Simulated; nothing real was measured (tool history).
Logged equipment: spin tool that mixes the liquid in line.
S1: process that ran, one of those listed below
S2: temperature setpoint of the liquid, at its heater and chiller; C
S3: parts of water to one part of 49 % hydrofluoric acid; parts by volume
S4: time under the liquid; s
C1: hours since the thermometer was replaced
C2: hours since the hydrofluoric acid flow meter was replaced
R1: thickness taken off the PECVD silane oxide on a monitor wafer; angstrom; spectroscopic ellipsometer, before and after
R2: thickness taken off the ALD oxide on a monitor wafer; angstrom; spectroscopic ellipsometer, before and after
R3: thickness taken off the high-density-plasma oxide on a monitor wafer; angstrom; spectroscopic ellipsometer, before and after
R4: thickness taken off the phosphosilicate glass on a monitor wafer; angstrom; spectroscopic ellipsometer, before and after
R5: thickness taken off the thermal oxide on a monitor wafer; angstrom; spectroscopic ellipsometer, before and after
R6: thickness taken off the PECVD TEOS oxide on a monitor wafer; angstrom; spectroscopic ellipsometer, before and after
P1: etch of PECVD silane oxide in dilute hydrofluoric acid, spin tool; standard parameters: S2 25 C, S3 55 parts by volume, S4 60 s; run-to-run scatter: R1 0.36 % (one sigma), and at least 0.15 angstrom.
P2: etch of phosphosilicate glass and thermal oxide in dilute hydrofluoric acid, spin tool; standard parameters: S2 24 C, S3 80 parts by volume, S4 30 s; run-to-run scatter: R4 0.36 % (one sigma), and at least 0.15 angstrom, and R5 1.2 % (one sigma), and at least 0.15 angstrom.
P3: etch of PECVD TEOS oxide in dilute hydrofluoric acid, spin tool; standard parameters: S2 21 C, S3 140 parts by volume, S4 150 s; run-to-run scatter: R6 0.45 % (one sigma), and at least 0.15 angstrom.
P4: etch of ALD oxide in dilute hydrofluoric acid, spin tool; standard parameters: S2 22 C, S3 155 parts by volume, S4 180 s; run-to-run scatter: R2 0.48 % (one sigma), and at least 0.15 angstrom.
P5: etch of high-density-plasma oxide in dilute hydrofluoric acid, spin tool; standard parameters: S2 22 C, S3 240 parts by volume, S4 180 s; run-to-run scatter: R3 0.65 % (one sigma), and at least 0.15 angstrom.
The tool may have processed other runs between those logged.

| run | hour | S1 | S2 | S3 | S4 | C1 | C2 | R1 | R2 | R3 | R4 | R5 | R6 |
|---|---|---|---|---|---|---|---|---|---|---|---|---|---|
| 1 | 3.3 | P1 | 25 | 55 | 60 | 629.2 | 521.4 | 199.08 |  |  |  |  |  |
| 2 | 6.5 | P4 | 22 | 155 | 75 | 632.4 | 524.6 |  | 72.635 |  |  |  |  |
| 3 | 12.9 | P5 | 22 | 240 | 15 | 638.8 | 531 |  |  | 2.6862 |  |  |  |
| 4 | 18.2 | P1 | 29 | 55 | 15 | 644.1 | 536.3 | 58.654 |  |  |  |  |  |
| 5 | 22 | P5 | 22 | 240 | 180 | 647.9 | 540.1 |  |  | 33.464 |  |  |  |
| 6 | 26.9 | P1 | 25 | 55 | 95 | 652.8 | 545 | 316.13 |  |  |  |  |  |
| 7 | 32.3 | P2 | 20 | 80 | 30 | 658.2 | 550.4 |  |  |  | 629.57 | 15.248 |  |
| 8 | 38.4 | P3 | 21 | 140 | 85 | 664.3 | 556.5 |  |  |  |  |  | 51.48 |
| 9 | 42.4 | P1 | 25 | 55 | 60 | 668.3 | 560.5 | 200.16 |  |  |  |  |  |
| 10 | 48.4 | P5 | 30 | 240 | 180 | 674.3 | 566.5 |  |  | 44.321 |  |  |  |
| 11 | 54 | P1 | 31 | 55 | 15 | 679.9 | 572.1 | 63.447 |  |  |  |  |  |
| 12 | 61.3 | P1 | 30 | 55 | 60 | 687.2 | 579.4 | 243.11 |  |  |  |  |  |
| 13 | 67.6 | P1 | 25 | 55 | 60 | 693.5 | 585.7 | 199.68 |  |  |  |  |  |
| 14 | 70.9 | P1 | 25 | 55 | 60 | 696.8 | 589 | 199.65 |  |  |  |  |  |
| 15 | 74.9 | P2 | 24 | 35 | 30 | 700.8 | 593 |  |  |  | 1803.7 | 42.927 |  |
| 16 | 79.4 | P1 | 25 | 55 | 25 | 705.3 | 597.5 | 83.179 |  |  |  |  |  |
| 17 | 84.8 | P4 | 17 | 155 | 180 | 710.7 | 602.9 |  | 142.37 |  |  |  |  |
| 18 | 89.1 | P2 | 24 | 80 | 30 | 715 | 607.2 |  |  |  | 749.16 | 18.065 |  |
| 19 | 96.4 | P2 | 24 | 80 | 60 | 722.3 | 614.5 |  |  |  | 1488.4 | 36.341 |  |
| 20 | 99.8 | P1 | 25 | 80 | 60 | 725.7 | 617.9 | 131.76 |  |  |  |  |  |
| 21 | 103.4 | P3 | 21 | 40 | 150 | 729.3 | 621.5 |  |  |  |  |  | 356.77 |
| 22 | 110.7 | P5 | 22 | 355 | 180 | 736.6 | 628.8 |  |  | 20.412 |  |  |  |
| 23 | 114.8 | P1 | 25 | 35 | 60 | 740.7 | 632.9 | 324.63 |  |  |  |  |  |
| 24 | 121.9 | P4 | 22 | 70 | 180 | 747.8 | 640 |  | 428.06 |  |  |  |  |
| 25 | 128.6 | P1 | 25 | 30 | 95 | 754.5 | 646.7 | 599.41 |  |  |  |  |  |
| 26 | 132.6 | P1 | 25 | 55 | 60 | 758.5 | 650.7 | 200.2 |  |  |  |  |  |
| 27 | 137.4 | P3 | 21 | 140 | 150 | 763.3 | 655.5 |  |  |  |  |  | 90.6 |
| 28 | 144.3 | P3 | 21 | 140 | 150 | 770.2 | 662.4 |  |  |  |  |  | 90.481 |
| 29 | 149.6 | P2 | 24 | 80 | 30 | 775.5 | 667.7 |  |  |  | 747.91 | 18.398 |  |
| 30 | 155.5 | P1 | 25 | 55 | 60 | 781.4 | 673.6 | 200.24 |  |  |  |  |  |
| 31 | 158.8 | P4 | 22 | 155 | 180 | 784.7 | 676.9 |  | 173.54 |  |  |  |  |
| 32 | 163.1 | P4 | 22 | 155 | 180 | 789 | 681.2 |  | 172.7 |  |  |  |  |
| 33 | 169.1 | P1 | 21 | 55 | 60 | 795 | 687.2 | 168.91 |  |  |  |  |  |
| 34 | 172.9 | P3 | 26 | 140 | 150 | 798.8 | 691 |  |  |  |  |  | 110.21 |
| 35 | 176.2 | P1 | 25 | 55 | 60 | 802.1 | 694.3 | 199.24 |  |  |  |  |  |
| 36 | 181.8 | P1 | 25 | 55 | 60 | 807.7 | 699.9 | 190.28 |  |  |  |  |  |
| 37 | 185.8 | P1 | 25 | 55 | 60 | 811.7 | 703.9 | 186.9 |  |  |  |  |  |
| 38 | 191.5 | P1 | 25 | 55 | 60 | 817.4 | 709.6 | 183.08 |  |  |  |  |  |
| 39 | 195.4 | P1 | 25 | 55 | 60 | 821.3 | 713.5 | 181.86 |  |  |  |  |  |
| 40 | 199.5 | P1 | 25 | 55 | 60 | 825.4 | 717.6 | 183.11 |  |  |  |  |  |
| 41 | 205.5 | P1 | 25 | 55 | 60 | 831.4 | 723.6 | 181.43 |  |  |  |  |  |

What P1 gives has crept off from where it sat before. The 2 causes that follow fit the log equally well, each at the size noted:
A: hydrofluoric acid flow below the setpoint (%) = 8.22
B: liquid colder than its thermometer reads (K) = 2.26
The drift started at roughly hour 176.2.

Of the 4 check runs below, each run on 5 wafers with the results averaged and each result still a question mark, which one would tell the listed causes apart?
| check 1 | 211.5 | P5 | 27.5 | 240 | 180 |  |  |  |  | ? |  |  |  |
| check 2 | 211.5 | P4 | 17 | 155 | 90 |  |  |  | ? |  |  |  |  |
| check 3 | 211.5 | P2 | 24 | 45 | 30 |  |  |  |  |  | ? | ? |  |
| check 4 | 211.5 | P3 | 21 | 60 | 150 |  |  |  |  |  |  |  | ? |

Outcome of each check run for each possible cause:
| check | result | if A | if B |
|---|---|---|---|
| check 1 | R3 | 36.696 | 37.82 |
| check 2 | R2 | 64.736 | 65.1 |
| check 3 | R4 | 1268.2 | 1264.3 |
| check 3 | R5 | 30.658 | 30.564 |
| check 4 | R6 | 211.16 | 210.48 |
Per-check spread between the two closest causes, in the result where they differ most: check 1 3.02 %; check 2 0.56 %; check 3 0.31 %; check 4 0.32 %
Check 1 is the one run that separates the causes; every other check would come out nearly the same whichever cause is at work.

The results of check 1 are: R3 36.416 angstrom. Based on these, which of the listed causes is it?

Of the candidate causes, it is A: hydrofluoric acid flow below the setpoint (%).

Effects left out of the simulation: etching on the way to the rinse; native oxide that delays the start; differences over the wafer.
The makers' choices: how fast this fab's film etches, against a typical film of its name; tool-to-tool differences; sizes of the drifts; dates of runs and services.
